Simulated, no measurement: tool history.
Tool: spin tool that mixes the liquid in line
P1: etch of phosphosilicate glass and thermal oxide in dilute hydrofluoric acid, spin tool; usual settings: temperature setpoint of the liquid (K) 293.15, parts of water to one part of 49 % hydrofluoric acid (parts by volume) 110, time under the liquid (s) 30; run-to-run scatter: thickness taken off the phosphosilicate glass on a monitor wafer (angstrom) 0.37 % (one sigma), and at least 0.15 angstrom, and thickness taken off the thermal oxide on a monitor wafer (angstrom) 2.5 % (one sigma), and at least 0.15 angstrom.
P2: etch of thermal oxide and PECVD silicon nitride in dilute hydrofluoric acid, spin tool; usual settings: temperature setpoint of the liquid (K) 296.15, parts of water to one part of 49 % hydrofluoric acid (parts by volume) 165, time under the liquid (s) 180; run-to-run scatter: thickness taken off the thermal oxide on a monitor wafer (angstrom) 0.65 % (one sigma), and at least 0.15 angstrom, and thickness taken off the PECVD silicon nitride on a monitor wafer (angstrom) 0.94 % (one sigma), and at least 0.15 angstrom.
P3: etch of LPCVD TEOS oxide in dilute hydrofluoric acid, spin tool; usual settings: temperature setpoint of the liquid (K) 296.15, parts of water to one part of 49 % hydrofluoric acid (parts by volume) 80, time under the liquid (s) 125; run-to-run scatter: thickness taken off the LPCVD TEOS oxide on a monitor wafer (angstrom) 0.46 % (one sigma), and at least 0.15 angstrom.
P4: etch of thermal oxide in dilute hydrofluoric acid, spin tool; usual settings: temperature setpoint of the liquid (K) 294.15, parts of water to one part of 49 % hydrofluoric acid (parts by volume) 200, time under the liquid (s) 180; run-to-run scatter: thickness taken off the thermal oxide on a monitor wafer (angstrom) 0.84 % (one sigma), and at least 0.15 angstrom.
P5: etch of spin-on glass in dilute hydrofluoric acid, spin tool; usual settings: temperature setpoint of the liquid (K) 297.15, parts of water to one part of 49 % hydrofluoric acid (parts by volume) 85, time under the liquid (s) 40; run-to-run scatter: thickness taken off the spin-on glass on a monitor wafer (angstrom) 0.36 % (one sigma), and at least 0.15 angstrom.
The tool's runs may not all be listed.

run	day	process that ran	temperature setpoint of the liquid (K)	parts of water to one part of 49 % hydrofluoric acid (parts by volume)	time under the liquid (s)	hours since the thermometer was replaced	hours since the hydrofluoric acid flow meter was replaced	thickness taken off the phosphosilicate glass on a monitor wafer (angstrom)	thickness taken off the thermal oxide on a monitor wafer (angstrom)	thickness taken off the PECVD silicon nitride on a monitor wafer (angstrom)	thickness taken off the spin-on glass on a monitor wafer (angstrom)	thickness taken off the LPCVD TEOS oxide on a monitor wafer (angstrom)
1	0.300	P1	293.15	110	30	496.8	487.5	459.93	10.4610			
2	0.567	P2	302.65	165	180	503.2	493.9		56.0670	34.652		
3	0.825	P1	293.15	110	30	509.4	500.1	461.84	10.7270			
4	1.262	P5	297.15	85	15	519.9	510.6				115.15	
5	1.775	P5	290.15	85	40	532.2	522.9				229.15	
6	2.283	P3	296.15	80	125	544.4	535.1					338.94
7	2.754	P5	297.15	40	40	555.7	546.4				693.37	
8	3.133	P2	296.15	165	180	564.8	555.5		43.2730	23.164		
9	3.662	P5	297.15	85	40	577.5	568.2				309.16	
10	4.021	P1	290.15	110	30	586.1	576.8	406.91	8.8299			
11	4.283	P2	296.15	165	325	592.4	583.1		79.0590	41.358		
12	4.708	P2	296.15	240	180	602.6	593.3		27.8750	15.889		
13	5.050	P1	300.15	110	30	610.8	601.5	605.55	13.6130			
14	5.358	P4	294.15	200	285	618.2	608.9		49.1130			
15	5.762	P4	294.15	200	180	627.9	618.6		30.8100			
16	6.075	P1	293.15	110	50	635.4	626.1	768.39	17.1010			
17	6.600	P3	296.15	80	125	648.0	638.7					338.51
18	6.912	P1	293.15	65	30	655.5	646.2	812.86	18.5110			
19	7.329	P1	293.15	110	30	665.5	656.2	459.85	10.6440			
20	7.638	P4	294.15	200	180	672.9	663.6		31.8030			
21	8.025	P3	301.15	80	125	682.2	672.9					408.03

Run 22 comes next. What will it give?
22	8.375	P4	294.15	55	180	690.6	681.3		?			

thickness taken off the thermal oxide on a monitor wafer (angstrom): 132.9100

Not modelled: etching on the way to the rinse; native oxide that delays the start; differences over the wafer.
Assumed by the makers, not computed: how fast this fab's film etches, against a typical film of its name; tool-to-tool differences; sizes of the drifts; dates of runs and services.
